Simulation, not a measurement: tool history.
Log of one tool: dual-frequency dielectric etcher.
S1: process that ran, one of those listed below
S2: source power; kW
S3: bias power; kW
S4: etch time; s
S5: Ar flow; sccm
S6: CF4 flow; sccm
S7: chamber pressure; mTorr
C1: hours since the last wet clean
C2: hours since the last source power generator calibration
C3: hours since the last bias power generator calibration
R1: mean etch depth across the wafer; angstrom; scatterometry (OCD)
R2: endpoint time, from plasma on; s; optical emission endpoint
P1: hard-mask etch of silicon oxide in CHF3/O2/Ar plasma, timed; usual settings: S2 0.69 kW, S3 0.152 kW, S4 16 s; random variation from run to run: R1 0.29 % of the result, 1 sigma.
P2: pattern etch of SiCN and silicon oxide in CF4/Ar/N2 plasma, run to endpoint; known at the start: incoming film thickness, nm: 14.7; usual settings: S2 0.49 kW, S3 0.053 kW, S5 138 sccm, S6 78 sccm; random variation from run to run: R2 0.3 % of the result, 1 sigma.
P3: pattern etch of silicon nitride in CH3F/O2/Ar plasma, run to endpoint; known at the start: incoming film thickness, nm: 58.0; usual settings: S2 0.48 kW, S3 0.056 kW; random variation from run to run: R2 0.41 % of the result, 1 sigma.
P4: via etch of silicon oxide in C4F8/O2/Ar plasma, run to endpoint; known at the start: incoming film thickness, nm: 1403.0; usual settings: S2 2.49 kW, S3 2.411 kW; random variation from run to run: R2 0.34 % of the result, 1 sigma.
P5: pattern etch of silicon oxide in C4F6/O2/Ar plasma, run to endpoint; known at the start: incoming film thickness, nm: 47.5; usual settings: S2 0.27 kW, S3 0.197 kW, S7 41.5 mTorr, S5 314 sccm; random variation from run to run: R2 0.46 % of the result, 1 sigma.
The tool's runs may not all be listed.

run   hour  S1    S2     S3  S4   S5   S6    S7     C1      C2      C3      R1      R2
  1    6.4  P1  0.69  0.152  16                  110.3  1382.9   989.8   318.5
  2   14.6  P1  0.69  0.208  21                  118.5  1391.1     998  464.28
  3   21.9  P1  0.69  0.115  16                  125.8  1398.4  1005.3   293.2
  4   32.2  P4  2.49  2.411                      136.1  1408.7  1015.6          236.72
  5   42.2  P2  0.49  0.036      138   78        146.1  1418.7  1025.6          20.351
  6   51.4  P5  0.18  0.197      314       41.5  155.3  1427.9  1034.8          20.338
  7   58.2  P1  0.69  0.201  16                  162.1  1434.7  1041.6  350.78
  8   64.7  P4  2.49  2.411                      168.6  1441.2  1048.1          235.32
  9   74.4  P4  2.49  3.185                      178.3  1450.9  1057.8          216.73
 10   81.4  P5  0.27  0.197      314         57  185.3  1457.9  1064.8          17.998
 11   91.9  P1  0.69  0.152  24                  195.8  1468.4  1075.3   480.2
 12     97  P3  0.48  0.056                      200.9  1473.5  1080.4          83.923
 13  102.6  P1  0.69  0.152  16                  206.5  1479.1    1086  320.53
 14  112.7  P1  0.54  0.152  16                  216.6  1489.2  1096.1  289.94
 15  120.2  P1  0.69  0.152  16                  224.1  1496.7  1103.6  320.04
 16  124.8  P3  0.48  0.056                      228.7  1501.3  1108.2          84.185
 17  135.1  P1  0.69  0.152   9                    239  1511.6  1118.5  179.74
 18  142.3  P5  0.27  0.197      416       41.5  246.2  1518.8  1125.7          17.721
 19  151.4  P4  3.51  2.411                      255.3  1527.9  1134.8          205.84
 20  156.5  P5  0.27  0.197      314       41.5  260.4    1533  1139.9          17.375
 21  164.9  P3  0.67  0.056                      268.8  1541.4  1148.3          73.766
 22  170.4  P1  0.69  0.152  16                  274.3  1546.9  1153.8  320.18
 23  178.1  P3  0.48  0.076                        282  1554.6  1161.5          76.017
 24  183.6  P2  0.49  0.053      138   78        287.5  1560.1    1167          18.237
 25  192.9  P5  0.27  0.279      314       41.5  296.8  1569.4  1176.3          15.375
 26  201.4  P1  0.89  0.152  16                  305.3  1577.9  1184.8  354.11
 27  207.2  P1  0.69  0.152  16                  311.1  1583.7  1190.6  320.16
 28  214.8  P2  0.49  0.053      138   78        318.7  1591.3  1198.2          18.164
 29  223.5  P2  0.49  0.053       97   78        327.4    1600  1206.9          17.118
 30  228.4  P1  0.69  0.152  16                  332.3  1604.9  1211.8  320.46
 31    236  P2  0.62  0.053      138   78        339.9  1612.5  1219.4          14.731
 32  242.9  P2  0.49  0.053      138  109        346.8  1619.4  1226.3          17.187
 33  248.4  P1  0.69  0.152  16                  352.3  1624.9  1231.8  320.62
 34  254.8  P1  0.69  0.152  16                  358.7  1631.3  1238.2  318.61
 35  259.7  P1  0.69  0.152  16                  363.6  1636.2  1243.1     317
 36  264.8  P1  0.69  0.152  16                  368.7  1641.3  1248.2  317.37
 37  274.6  P1  0.69  0.152  16                  378.5  1651.1    1258  317.28
 38  279.9  P1  0.69  0.152  16                  383.8  1656.4  1263.3  315.56
       287  -- wet clean of the chamber
 39    288  P1  0.69  0.152  16                    1.1  1664.5  1271.4  314.41
 40  292.8  P1  0.69  0.152  16                    5.9  1669.3  1276.2  315.24
 41  297.6  P1  0.69  0.152  16                   10.7  1674.1    1281   315.4
 42  305.8  P1  0.69  0.152  16                   18.9  1682.3  1289.2  315.45
 43  312.1  P1  0.69  0.152  16                   25.2  1688.6  1295.5  315.05
 44  319.8  P1  0.69  0.152  16                   32.9  1696.3  1303.2  315.05

What P1 gives has crept away from where it was. These 2 causes fit the log equally well, each at the size given:
A: bias power that arrives under what is set, % = 4.44
B: source power that arrives under what is set, % = 3.67
The creep began at about hour 254.8.
Why every other cause is out:
chamber walls in a state that lowers the etch rate, %: serviced at hour 287, which brought nothing back

4 check runs are offered, each on 2 wafers whose results are averaged, their results left as question marks. Which one tells the causes apart?
check 1  327.5  P2  0.49  0.042      138  101                       ?
check 2  327.5  P3  0.62  0.072                                     ?
check 3  327.5  P4   3.2  3.097                                     ?
check 4  327.5  P5   0.2  0.197      314       49                   ?

What each check would give under each cause:
  check  result    if A    if B
check 1      R2  18.856  19.247
check 2      R2  71.067  71.024
check 3      R2  200.79  200.99
check 4      R2  20.062  20.042
How far apart the two closest causes lie, in the result that separates them most: check 1 2.05 %; check 2 0.06 %; check 3 0.1 %; check 4 0.1 %
Check 1 tells the causes apart: in the others they would give nearly the same result.

Then check 1 was run and gave: R2 18.86 s. Which cause is it?

It is A: bias power that arrives under what is set, %.

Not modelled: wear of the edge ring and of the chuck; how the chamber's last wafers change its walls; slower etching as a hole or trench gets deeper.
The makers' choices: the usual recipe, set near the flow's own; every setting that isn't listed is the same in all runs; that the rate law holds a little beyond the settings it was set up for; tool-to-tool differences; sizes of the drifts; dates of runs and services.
